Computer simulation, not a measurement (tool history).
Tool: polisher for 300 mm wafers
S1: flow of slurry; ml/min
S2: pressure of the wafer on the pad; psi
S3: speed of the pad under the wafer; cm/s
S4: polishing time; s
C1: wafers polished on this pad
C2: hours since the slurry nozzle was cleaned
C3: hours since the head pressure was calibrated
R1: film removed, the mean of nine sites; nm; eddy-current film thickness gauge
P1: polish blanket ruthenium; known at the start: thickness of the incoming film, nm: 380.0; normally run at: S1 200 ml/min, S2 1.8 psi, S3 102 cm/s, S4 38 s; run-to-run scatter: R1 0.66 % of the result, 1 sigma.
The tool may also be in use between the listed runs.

run,day,S1,S2,S3,S4,C1,C2,C3,R1
1,0.229,200,1.8,102,38,770,590.2,544.2,36.539
2,0.429,200,1.1,102,55,805,595.0,549.0,32.346
3,0.638,200,0.9,102,29,842,600.0,554.0,13.835
4,0.804,120,1.8,102,38,872,604.0,558.0,33.765
5,0.996,200,1.8,160,38,906,608.6,562.6,57.044
6,1.112,200,2.7,102,38,927,611.4,565.4,54.516
7,1.267,200,1.8,54,38,954,615.1,569.1,19.365
8,1.400,200,1.8,102,38,978,618.3,572.3,36.166
9,1.562,200,1.8,102,28,1007,622.2,576.2,27.155
10,1.708,255,1.8,102,38,1033,625.7,579.7,37.927
11,1.821,200,2.4,68,38,1052,628.4,582.4,32.865
12,2.038,200,0.8,102,38,1091,633.6,587.6,16.265
13,2.217,200,1.8,102,38,1123,637.9,591.9,36.468
14,2.408,200,1.8,102,48,1157,642.5,596.5,46.739
15,2.525,200,1.8,102,38,1178,645.3,599.3,36.625
16,2.625,200,1.8,102,38,1195,647.7,601.7,36.163
17,2.775,200,1.8,102,38,1222,651.3,605.3,35.949
18,2.888,200,1.8,102,38,1242,654.0,608.0,35.741
19,3.062,200,1.8,102,38,1273,658.2,612.2,34.632
20,3.200,200,1.8,102,38,1297,661.5,615.5,34.949
# day 3.250: worn pad replaced by a new one
21,3.304,200,1.8,102,38,9,664.0,618.0,34.730
22,3.417,200,1.8,102,38,29,666.7,620.7,34.486
23,3.612,200,1.8,102,38,64,671.4,625.4,34.258
24,3.800,200,1.8,102,38,97,675.9,629.9,34.011
25,4.021,200,1.8,102,38,137,681.2,635.2,34.264

What P1 gives has crept away from where it was. These 2 causes fit the log equally well, each at the size given:
A: head's pressure below its setpoint, % = 5.76
B: slurry flow missing at the pad, % = 31.5
The creep began at about day 2.625.
Why every other cause is out:
removal rate lost through wear of the pad, %: serviced at day 3.250, which brought nothing back

4 check runs are offered, each on 5 wafers whose results are averaged, their results left as question marks. Which one tells the causes apart?
check 1,4.242,135,1.8,62,38,,,,?
check 2,4.242,200,1.1,102,38,,,,?
check 3,4.242,200,1.8,146,38,,,,?
check 4,4.242,200,2.2,126,38,,,,?

What each check would give under each cause:
check,result,if A,if B
check 1,R1,19.643,19.147
check 2,R1,21.013,21.013
check 3,R1,49.217,49.218
check 4,R1,51.914,51.915
How far apart the two closest causes lie, in the result that separates them most: check 1 2.56 %; check 2 0 %; check 3 0 %; check 4 0 %
Only check 1 tells the causes apart: in the others they would give nearly the same result.

Check 1 was then run and gave: R1 19.601 nm. Which cause is it?

It is A: head's pressure below its setpoint, %.
